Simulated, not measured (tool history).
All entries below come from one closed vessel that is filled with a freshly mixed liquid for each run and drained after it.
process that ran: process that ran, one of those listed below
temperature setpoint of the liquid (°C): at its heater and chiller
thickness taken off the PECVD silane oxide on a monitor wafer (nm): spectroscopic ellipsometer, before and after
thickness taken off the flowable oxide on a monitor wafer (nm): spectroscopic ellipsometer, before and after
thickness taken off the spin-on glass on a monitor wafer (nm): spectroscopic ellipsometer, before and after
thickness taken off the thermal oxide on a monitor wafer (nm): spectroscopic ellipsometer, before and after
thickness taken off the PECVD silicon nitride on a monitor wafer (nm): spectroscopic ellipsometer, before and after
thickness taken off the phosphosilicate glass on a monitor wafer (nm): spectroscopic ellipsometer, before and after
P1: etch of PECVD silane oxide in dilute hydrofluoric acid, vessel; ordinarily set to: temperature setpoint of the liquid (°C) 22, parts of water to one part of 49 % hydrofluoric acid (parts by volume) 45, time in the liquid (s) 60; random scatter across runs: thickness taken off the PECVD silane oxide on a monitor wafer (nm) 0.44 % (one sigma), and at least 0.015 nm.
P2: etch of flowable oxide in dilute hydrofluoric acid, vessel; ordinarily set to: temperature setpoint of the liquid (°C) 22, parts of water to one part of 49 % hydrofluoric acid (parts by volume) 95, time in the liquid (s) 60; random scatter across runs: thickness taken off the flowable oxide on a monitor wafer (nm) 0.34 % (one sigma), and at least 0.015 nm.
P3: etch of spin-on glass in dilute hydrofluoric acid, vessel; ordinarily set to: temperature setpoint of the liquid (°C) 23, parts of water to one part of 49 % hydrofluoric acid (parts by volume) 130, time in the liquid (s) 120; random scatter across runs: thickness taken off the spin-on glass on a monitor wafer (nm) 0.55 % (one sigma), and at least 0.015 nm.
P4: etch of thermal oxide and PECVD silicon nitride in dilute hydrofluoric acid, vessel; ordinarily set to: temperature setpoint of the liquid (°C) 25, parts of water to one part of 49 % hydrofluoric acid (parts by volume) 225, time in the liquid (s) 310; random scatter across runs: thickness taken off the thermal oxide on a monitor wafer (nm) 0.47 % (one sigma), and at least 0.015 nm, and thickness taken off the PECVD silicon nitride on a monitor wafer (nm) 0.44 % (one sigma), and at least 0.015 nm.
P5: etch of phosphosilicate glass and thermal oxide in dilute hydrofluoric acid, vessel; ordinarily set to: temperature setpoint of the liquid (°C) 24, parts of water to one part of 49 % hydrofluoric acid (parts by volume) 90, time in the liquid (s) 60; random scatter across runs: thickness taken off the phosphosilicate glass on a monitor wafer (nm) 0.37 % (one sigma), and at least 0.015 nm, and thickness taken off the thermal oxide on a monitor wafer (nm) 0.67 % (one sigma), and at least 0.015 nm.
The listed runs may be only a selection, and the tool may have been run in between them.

| run | day | process that ran | temperature setpoint of the liquid (°C) | parts of water to one part of 49 % hydrofluoric acid (parts by volume) | time in the liquid (s) | hours since the thermometer was replaced | hours since the hydrofluoric acid flow meter was replaced | thickness taken off the PECVD silane oxide on a monitor wafer (nm) | thickness taken off the flowable oxide on a monitor wafer (nm) | thickness taken off the spin-on glass on a monitor wafer (nm) | thickness taken off the thermal oxide on a monitor wafer (nm) | thickness taken off the PECVD silicon nitride on a monitor wafer (nm) | thickness taken off the phosphosilicate glass on a monitor wafer (nm) |
|---|---|---|---|---|---|---|---|---|---|---|---|---|---|
| 1 | 0.154 | P1 | 22 | 45 | 60 | 1442.5 | 977.8 | 21.532 |  |  |  |  |  |
| 2 | 0.325 | P2 | 22 | 150 | 60 | 1446.6 | 981.9 |  | 11.834 |  |  |  |  |
| 3 | 0.512 | P3 | 28 | 130 | 120 | 1451.1 | 986.4 |  |  | 38.186 |  |  |  |
| 4 | 0.708 | P3 | 23 | 130 | 120 | 1455.8 | 991.1 |  |  | 31.465 |  |  |  |
| 5 | 0.842 | P1 | 22 | 45 | 60 | 1459 | 994.3 | 21.405 |  |  |  |  |  |
| 6 | 1.008 | P1 | 22 | 45 | 60 | 1463 | 998.3 | 21.37 |  |  |  |  |  |
| 7 | 1.167 | P4 | 25 | 225 | 310 | 1466.8 | 1002.1 |  |  |  | 5.8663 | 8.4571 |  |
| 8 | 1.283 | P5 | 32 | 90 | 60 | 1469.6 | 1004.9 |  |  |  | 4.1906 |  | 88.908 |
| 9 | 1.392 | P1 | 18.5 | 45 | 85 | 1472.2 | 1007.5 | 26.3 |  |  |  |  |  |
| 10 | 1.575 | P1 | 22 | 45 | 90 | 1476.6 | 1011.9 | 32.248 |  |  |  |  |  |
| 11 | 1.733 | P5 | 24 | 90 | 60 | 1480.4 | 1015.7 |  |  |  | 3.0899 |  | 64.705 |
| 12 | 1.9 | P2 | 22 | 95 | 95 | 1484.4 | 1019.7 |  | 31.177 |  |  |  |  |
| 13 | 2.012 | P4 | 25 | 125 | 310 | 1487.1 | 1022.4 |  |  |  | 11.683 | 15.056 |  |
| 14 | 2.158 | P4 | 25 | 225 | 70 | 1490.6 | 1025.9 |  |  |  | 1.3054 | 1.8723 |  |
| 15 | 2.283 | P1 | 22 | 45 | 60 | 1493.6 | 1028.9 | 21.398 |  |  |  |  |  |
| 16 | 2.483 | P1 | 22 | 45 | 30 | 1498.4 | 1033.7 | 10.603 |  |  |  |  |  |
| 17 | 2.688 | P1 | 22 | 65 | 60 | 1503.3 | 1038.6 | 14.529 |  |  |  |  |  |
| 18 | 2.904 | P1 | 22 | 45 | 60 | 1508.5 | 1043.8 | 21.296 |  |  |  |  |  |
| 19 | 3.012 | P1 | 26.5 | 45 | 60 | 1511.1 | 1046.4 | 25.677 |  |  |  |  |  |
| 20 | 3.196 | P5 | 24 | 130 | 60 | 1515.5 | 1050.8 |  |  |  | 2.0067 |  | 43.062 |
| 21 | 3.404 | P3 | 23 | 215 | 120 | 1520.5 | 1055.8 |  |  | 17.462 |  |  |  |
| 22 | 3.562 | P5 | 24 | 90 | 85 | 1524.3 | 1059.6 |  |  |  | 4.3657 |  | 92.558 |

What will run 23 give?
| 23 | 3.771 | P1 | 22 | 45 | 60 | 1529.3 | 1064.6 | ? |  |  |  |  |  |

thickness taken off the PECVD silane oxide on a monitor wafer (nm): 21.274
